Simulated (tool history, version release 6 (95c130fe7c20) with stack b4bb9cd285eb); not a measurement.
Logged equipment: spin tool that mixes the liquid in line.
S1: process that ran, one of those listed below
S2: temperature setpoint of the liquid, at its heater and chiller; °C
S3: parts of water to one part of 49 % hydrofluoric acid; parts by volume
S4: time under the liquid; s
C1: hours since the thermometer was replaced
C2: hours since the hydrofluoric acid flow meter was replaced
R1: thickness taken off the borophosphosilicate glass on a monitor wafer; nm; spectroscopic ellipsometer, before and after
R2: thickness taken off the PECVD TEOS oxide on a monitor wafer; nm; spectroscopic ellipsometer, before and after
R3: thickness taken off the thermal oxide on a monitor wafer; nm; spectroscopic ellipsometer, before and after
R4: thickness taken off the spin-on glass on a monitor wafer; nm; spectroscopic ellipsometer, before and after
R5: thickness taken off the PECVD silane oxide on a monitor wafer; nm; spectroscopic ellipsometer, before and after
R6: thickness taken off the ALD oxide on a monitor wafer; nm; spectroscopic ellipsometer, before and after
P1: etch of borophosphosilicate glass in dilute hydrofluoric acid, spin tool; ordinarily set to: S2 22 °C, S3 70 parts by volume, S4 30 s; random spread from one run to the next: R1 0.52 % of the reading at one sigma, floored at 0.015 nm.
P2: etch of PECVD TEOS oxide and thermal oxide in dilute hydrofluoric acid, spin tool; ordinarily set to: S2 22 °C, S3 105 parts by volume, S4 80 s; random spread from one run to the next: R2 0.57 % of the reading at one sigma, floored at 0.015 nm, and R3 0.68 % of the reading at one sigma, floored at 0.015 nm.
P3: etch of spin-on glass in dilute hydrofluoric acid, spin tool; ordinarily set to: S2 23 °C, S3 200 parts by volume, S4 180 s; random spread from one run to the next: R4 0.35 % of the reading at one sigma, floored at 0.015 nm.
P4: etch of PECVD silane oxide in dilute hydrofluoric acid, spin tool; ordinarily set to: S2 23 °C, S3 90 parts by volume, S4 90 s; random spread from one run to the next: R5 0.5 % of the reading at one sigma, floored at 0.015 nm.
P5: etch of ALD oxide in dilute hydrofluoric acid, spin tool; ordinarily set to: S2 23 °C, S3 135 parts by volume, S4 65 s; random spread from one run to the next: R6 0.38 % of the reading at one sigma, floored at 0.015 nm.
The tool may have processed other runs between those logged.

| run | hour | S1 | S2 | S3 | S4 | C1 | C2 | R1 | R2 | R3 | R4 | R5 | R6 |
|---|---|---|---|---|---|---|---|---|---|---|---|---|---|
| 1 | 7 | P1 | 22 | 70 | 30 | 468.8 | 889.1 | 22.991 |  |  |  |  |  |
| 2 | 12.8 | P2 | 17 | 105 | 80 | 474.6 | 894.9 |  | 5.9188 | 2.7923 |  |  |  |
| 3 | 21.6 | P3 | 23 | 200 | 280 | 483.4 | 903.7 |  |  |  | 26.723 |  |  |
| 4 | 29.1 | P4 | 23 | 90 | 90 | 490.9 | 911.2 |  |  |  |  | 35.248 |  |
| 5 | 36.4 | P3 | 23 | 355 | 180 | 498.2 | 918.5 |  |  |  | 8.2998 |  |  |
| 6 | 41.6 | P1 | 22 | 70 | 15 | 503.4 | 923.7 | 11.668 |  |  |  |  |  |
| 7 | 46.8 | P1 | 22 | 70 | 55 | 508.6 | 928.9 | 42.621 |  |  |  |  |  |
| 8 | 54.7 | P4 | 23 | 90 | 15 | 516.5 | 936.8 |  |  |  |  | 5.9329 |  |
| 9 | 62.7 | P3 | 23 | 200 | 180 | 524.5 | 944.8 |  |  |  | 17.088 |  |  |
| 10 | 70.2 | P1 | 22 | 70 | 30 | 532 | 952.3 | 23.098 |  |  |  |  |  |
| 11 | 77.1 | P1 | 17 | 70 | 30 | 538.9 | 959.2 | 18.724 |  |  |  |  |  |
| 12 | 87.1 | P5 | 23 | 135 | 120 | 548.9 | 969.2 |  |  |  |  |  | 13.599 |
| 13 | 97.6 | P4 | 28.5 | 90 | 90 | 559.4 | 979.7 |  |  |  |  | 43.826 |  |
| 14 | 105.3 | P5 | 23 | 135 | 65 | 567.1 | 987.4 |  |  |  |  |  | 7.3557 |
| 15 | 110.8 | P2 | 22 | 25 | 80 | 572.6 | 992.9 |  | 33.77 | 15.793 |  |  |  |
| 16 | 115.7 | P1 | 22 | 70 | 30 | 577.5 | 997.8 | 23.087 |  |  |  |  |  |
| 17 | 124.2 | P1 | 28.5 | 70 | 30 | 586 | 1006.3 | 30.17 |  |  |  |  |  |
| 18 | 130.9 | P1 | 22 | 70 | 30 | 592.7 | 1013 | 23.065 |  |  |  |  |  |
| 19 | 138.9 | P5 | 23 | 135 | 65 | 600.7 | 1021 |  |  |  |  |  | 7.3467 |
| 20 | 143.8 | P2 | 22 | 105 | 80 | 605.6 | 1025.9 |  | 7.1817 | 3.3917 |  |  |  |
| 21 | 152.5 | P1 | 17 | 100 | 30 | 614.3 | 1034.6 | 12.623 |  |  |  |  |  |
| 22 | 160.1 | P1 | 22 | 70 | 30 | 621.9 | 1042.2 | 23.158 |  |  |  |  |  |
| 23 | 165.3 | P1 | 22 | 70 | 30 | 627.1 | 1047.4 | 23.227 |  |  |  |  |  |
| 24 | 170.1 | P2 | 22 | 105 | 80 | 631.9 | 1052.2 |  | 7.252 | 3.4221 |  |  |  |
| 25 | 177.9 | P1 | 22 | 70 | 30 | 639.7 | 1060 | 23.212 |  |  |  |  |  |
| 26 | 188.4 | P3 | 30 | 200 | 180 | 650.2 | 1070.5 |  |  |  | 22.078 |  |  |
| 27 | 198.9 | P2 | 22 | 105 | 20 | 660.7 | 1081 |  | 1.8269 | 0.84935 |  |  |  |
| 28 | 209.9 | P4 | 23 | 50 | 90 | 671.7 | 1092 |  |  |  |  | 67.587 |  |
| 29 | 220.7 | P5 | 23 | 50 | 65 | 682.5 | 1102.8 |  |  |  |  |  | 21.976 |
| 30 | 231.2 | P1 | 22 | 125 | 30 | 693 | 1113.3 | 12.131 |  |  |  |  |  |
| 31 | 240.3 | P1 | 22 | 45 | 30 | 702.1 | 1122.4 | 37.185 |  |  |  |  |  |
| 32 | 250 | P5 | 17 | 135 | 65 | 711.8 | 1132.1 |  |  |  |  |  | 5.8034 |
| 33 | 259.9 | P1 | 22 | 70 | 30 | 721.7 | 1142 | 23.187 |  |  |  |  |  |
| 34 | 266 | P1 | 22 | 70 | 30 | 727.8 | 1148.1 | 22.174 |  |  |  |  |  |
| 35 | 272.1 | P1 | 22 | 70 | 30 | 733.9 | 1154.2 | 21.627 |  |  |  |  |  |
| 36 | 282.8 | P1 | 22 | 70 | 30 | 744.6 | 1164.9 | 21.036 |  |  |  |  |  |
| 37 | 290.3 | P1 | 22 | 70 | 30 | 752.1 | 1172.4 | 21.029 |  |  |  |  |  |
| 38 | 300.4 | P1 | 22 | 70 | 30 | 762.2 | 1182.5 | 21.109 |  |  |  |  |  |
| 39 | 305.3 | P1 | 22 | 70 | 30 | 767.1 | 1187.4 | 20.875 |  |  |  |  |  |

The log shows P1 creeping away from where it was. Any of the 2 causes listed here, at the size stated for it, fits the log just as well as the others:
A: hydrofluoric acid flow below the setpoint (%) = 8.69
B: liquid colder than its thermometer reads (K) = 2.39
The drift started at roughly hour 259.9.

Consider the 4 single-wafer check runs listed below, results given as question marks: which one distinguishes between the causes by giving clearly different results for each?
| check 1 | 310.2 | P5 | 23 | 90 | 90 |  |  |  |  |  |  |  | ? |
| check 2 | 310.2 | P3 | 23 | 290 | 265 |  |  |  |  |  | ? |  |  |
| check 3 | 310.2 | P4 | 23 | 65 | 40 |  |  |  |  |  |  | ? |  |
| check 4 | 310.2 | P2 | 17 | 105 | 80 |  |  |  | ? | ? |  |  |  |

Predicted outcomes, by check and by cause:
| check | result | if A | if B |
|---|---|---|---|
| check 1 | R6 | 14.545 | 14.604 |
| check 2 | R4 | 14.162 | 14.613 |
| check 3 | R5 | 20.415 | 20.41 |
| check 4 | R2 | 5.3204 | 5.3177 |
| check 4 | R3 | 2.524 | 2.5228 |
Per-check spread between the two closest causes, in the result where they differ most: check 1 0.41 %; check 2 3.13 %; check 3 0.02 %; check 4 0.05 %
Check 2 is the one run that separates the causes; every other check would come out nearly the same whichever cause is at work.

Here is what check 2 returned: R4 14.227 nm. Which cause is it?

It was cause A: hydrofluoric acid flow below the setpoint (%).
